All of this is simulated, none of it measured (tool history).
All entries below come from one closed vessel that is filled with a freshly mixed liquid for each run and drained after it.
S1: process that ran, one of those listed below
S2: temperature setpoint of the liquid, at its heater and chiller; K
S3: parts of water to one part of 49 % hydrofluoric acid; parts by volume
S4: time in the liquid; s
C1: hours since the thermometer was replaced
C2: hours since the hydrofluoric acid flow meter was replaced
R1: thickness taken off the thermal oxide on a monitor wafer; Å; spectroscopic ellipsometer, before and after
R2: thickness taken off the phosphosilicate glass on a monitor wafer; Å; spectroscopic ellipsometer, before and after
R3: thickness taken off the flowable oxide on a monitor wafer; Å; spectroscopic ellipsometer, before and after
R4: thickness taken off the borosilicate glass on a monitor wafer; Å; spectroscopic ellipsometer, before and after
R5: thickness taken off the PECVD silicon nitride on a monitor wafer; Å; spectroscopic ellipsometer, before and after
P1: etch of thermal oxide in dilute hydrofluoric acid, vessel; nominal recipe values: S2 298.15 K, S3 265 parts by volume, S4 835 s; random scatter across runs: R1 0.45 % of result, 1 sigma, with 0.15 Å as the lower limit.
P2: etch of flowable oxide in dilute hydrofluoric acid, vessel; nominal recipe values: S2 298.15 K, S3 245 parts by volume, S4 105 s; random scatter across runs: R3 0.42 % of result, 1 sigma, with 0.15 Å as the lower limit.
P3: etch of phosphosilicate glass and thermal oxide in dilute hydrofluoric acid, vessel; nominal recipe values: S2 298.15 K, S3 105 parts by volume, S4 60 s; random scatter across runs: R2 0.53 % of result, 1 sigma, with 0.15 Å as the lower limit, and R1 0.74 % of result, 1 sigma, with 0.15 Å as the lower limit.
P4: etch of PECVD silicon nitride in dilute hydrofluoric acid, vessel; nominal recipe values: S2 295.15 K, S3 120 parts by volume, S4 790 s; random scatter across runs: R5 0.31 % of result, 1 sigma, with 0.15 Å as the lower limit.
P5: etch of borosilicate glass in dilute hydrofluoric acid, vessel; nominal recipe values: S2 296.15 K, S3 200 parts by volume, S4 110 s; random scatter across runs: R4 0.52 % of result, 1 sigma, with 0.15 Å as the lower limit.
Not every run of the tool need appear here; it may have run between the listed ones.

| run | hour | S1 | S2 | S3 | S4 | C1 | C2 | R1 | R2 | R3 | R4 | R5 |
|---|---|---|---|---|---|---|---|---|---|---|---|---|
| 1 | 6.9 | P1 | 298.15 | 265 | 835 | 659.9 | 212.5 | 130.470 |  |  |  |  |
| 2 | 14.8 | P1 | 298.15 | 265 | 835 | 667.8 | 220.4 | 130.310 |  |  |  |  |
| 3 | 22.2 | P1 | 291.65 | 265 | 835 | 675.2 | 227.8 | 102.770 |  |  |  |  |
| 4 | 30.8 | P1 | 298.15 | 265 | 835 | 683.8 | 236.4 | 130.570 |  |  |  |  |
| 5 | 35.9 | P1 | 304.65 | 265 | 835 | 688.9 | 241.5 | 162.020 |  |  |  |  |
| 6 | 46.8 | P3 | 298.15 | 105 | 60 | 699.8 | 252.4 | 27.847 | 359.12 |  |  |  |
| 7 | 52.3 | P2 | 298.15 | 245 | 105 | 705.3 | 257.9 |  |  | 91.042 |  |  |
| 8 | 58.8 | P2 | 298.15 | 370 | 105 | 711.8 | 264.4 |  |  | 53.296 |  |  |
| 9 | 64.2 | P2 | 292.65 | 245 | 105 | 717.2 | 269.8 |  |  | 74.507 |  |  |
| 10 | 72.6 | P3 | 298.15 | 105 | 95 | 725.6 | 278.2 | 44.581 | 570.12 |  |  |  |
|  | 75.4 | hydrofluoric acid flow meter replaced |
| 11 | 78.6 | P5 | 290.15 | 200 | 110 | 731.6 | 3.2 |  |  |  | 83.39 |  |
| 12 | 84.0 | P4 | 299.65 | 120 | 790 | 737.0 | 8.6 |  |  |  |  | 423.500 |
| 13 | 91.2 | P3 | 293.65 | 105 | 60 | 744.2 | 15.8 | 22.980 | 298.79 |  |  |  |
| 14 | 97.9 | P4 | 295.15 | 170 | 790 | 750.9 | 22.5 |  |  |  |  | 223.970 |
| 15 | 104.4 | P1 | 298.15 | 265 | 835 | 757.4 | 29.0 | 130.580 |  |  |  |  |
| 16 | 109.8 | P4 | 295.15 | 120 | 50 | 762.8 | 34.4 |  |  |  |  | 20.115 |
| 17 | 120.7 | P1 | 298.15 | 445 | 835 | 773.7 | 45.3 | 65.769 |  |  |  |  |
| 18 | 127.9 | P5 | 296.15 | 200 | 110 | 780.9 | 52.5 |  |  |  | 104.96 |  |
| 19 | 136.7 | P1 | 298.15 | 265 | 1570 | 789.7 | 61.3 | 247.970 |  |  |  |  |
| 20 | 146.1 | P3 | 298.15 | 35 | 60 | 799.1 | 70.7 | 91.541 | 1178.90 |  |  |  |
|  | 146.3 | thermometer replaced |
| 21 | 156.6 | P3 | 298.15 | 105 | 60 | 10.4 | 81.2 | 27.667 | 357.25 |  |  |  |
| 22 | 163.8 | P2 | 298.15 | 245 | 50 | 17.6 | 88.4 |  |  | 42.944 |  |  |
| 23 | 168.9 | P1 | 298.15 | 80 | 835 | 22.7 | 93.5 | 537.680 |  |  |  |  |
| 24 | 178.4 | P1 | 298.15 | 265 | 430 | 32.2 | 103.0 | 67.522 |  |  |  |  |
| 25 | 183.4 | P1 | 298.15 | 360 | 200 | 37.2 | 108.0 | 20.912 |  |  |  |  |
| 26 | 192.7 | P1 | 298.15 | 265 | 835 | 46.5 | 117.3 | 130.650 |  |  |  |  |
| 27 | 199.5 | P1 | 302.15 | 265 | 510 | 53.3 | 124.1 | 91.996 |  |  |  |  |
| 28 | 204.7 | P5 | 296.15 | 355 | 110 | 58.5 | 129.3 |  |  |  | 50.58 |  |
| 29 | 214.4 | P4 | 295.15 | 120 | 790 | 68.2 | 139.0 |  |  |  |  | 315.840 |
| 30 | 219.3 | P1 | 298.15 | 265 | 835 | 73.1 | 143.9 | 130.970 |  |  |  |  |
| 31 | 228.7 | P5 | 296.15 | 200 | 215 | 82.5 | 153.3 |  |  |  | 205.25 |  |
| 32 | 234.4 | P1 | 298.15 | 265 | 835 | 88.2 | 159.0 | 130.830 |  |  |  |  |
| 33 | 245.6 | P1 | 298.15 | 265 | 835 | 99.4 | 170.2 | 134.630 |  |  |  |  |
| 34 | 255.5 | P1 | 298.15 | 265 | 835 | 109.3 | 180.1 | 135.710 |  |  |  |  |
| 35 | 263.4 | P1 | 298.15 | 265 | 835 | 117.2 | 188.0 | 136.340 |  |  |  |  |
| 36 | 272.4 | P1 | 298.15 | 265 | 835 | 126.2 | 197.0 | 137.630 |  |  |  |  |
| 37 | 280.4 | P1 | 298.15 | 265 | 835 | 134.2 | 205.0 | 137.490 |  |  |  |  |
| 38 | 289.1 | P1 | 298.15 | 265 | 835 | 142.9 | 213.7 | 136.940 |  |  |  |  |
| 39 | 299.8 | P1 | 298.15 | 265 | 835 | 153.6 | 224.4 | 138.370 |  |  |  |  |
| 40 | 310.6 | P1 | 298.15 | 265 | 835 | 164.4 | 235.2 | 137.700 |  |  |  |  |

Compared with where it was, what P1 gives has crept away. Each cause listed below fits the log as well as the rest, at the size given for it:
A: hydrofluoric acid flow above the setpoint (%) = 4.42
B: liquid hotter than its thermometer reads (K) = 1.58
Onset of the creep was near hour 234.4.

Consider the 4 single-wafer check runs listed below, results given as question marks: which one distinguishes between the causes by giving clearly different results for each?
| check 1 | 321.4 | P3 | 298.15 | 105 | 60 |  |  | ? | ? |  |  |  |
| check 2 | 321.4 | P4 | 295.15 | 120 | 790 |  |  |  |  |  |  | ? |
| check 3 | 321.4 | P5 | 296.15 | 200 | 110 |  |  |  |  |  | ? |  |
| check 4 | 321.4 | P2 | 298.15 | 245 | 105 |  |  |  |  | ? |  |  |

Expected result of each check under each candidate cause:
| check | result | if A | if B |
|---|---|---|---|
| check 1 | R1 | 29.208 | 29.577 |
| check 1 | R2 | 375.65 | 380.40 |
| check 2 | R5 | 329.560 | 350.580 |
| check 3 | R4 | 110.95 | 111.65 |
| check 4 | R3 | 95.742 | 95.875 |
How far apart the two closest causes lie, in the result that separates them most: check 1 1.26 %; check 2 6.18 %; check 3 0.63 %; check 4 0.14 %
Check 2 distinguishes between the causes, while the remaining checks would return nearly the same result for all of them.

Running check 2 produced the following: R5 352.930 Å. Which one of the listed causes fits?

It was cause B: liquid hotter than its thermometer reads (K).
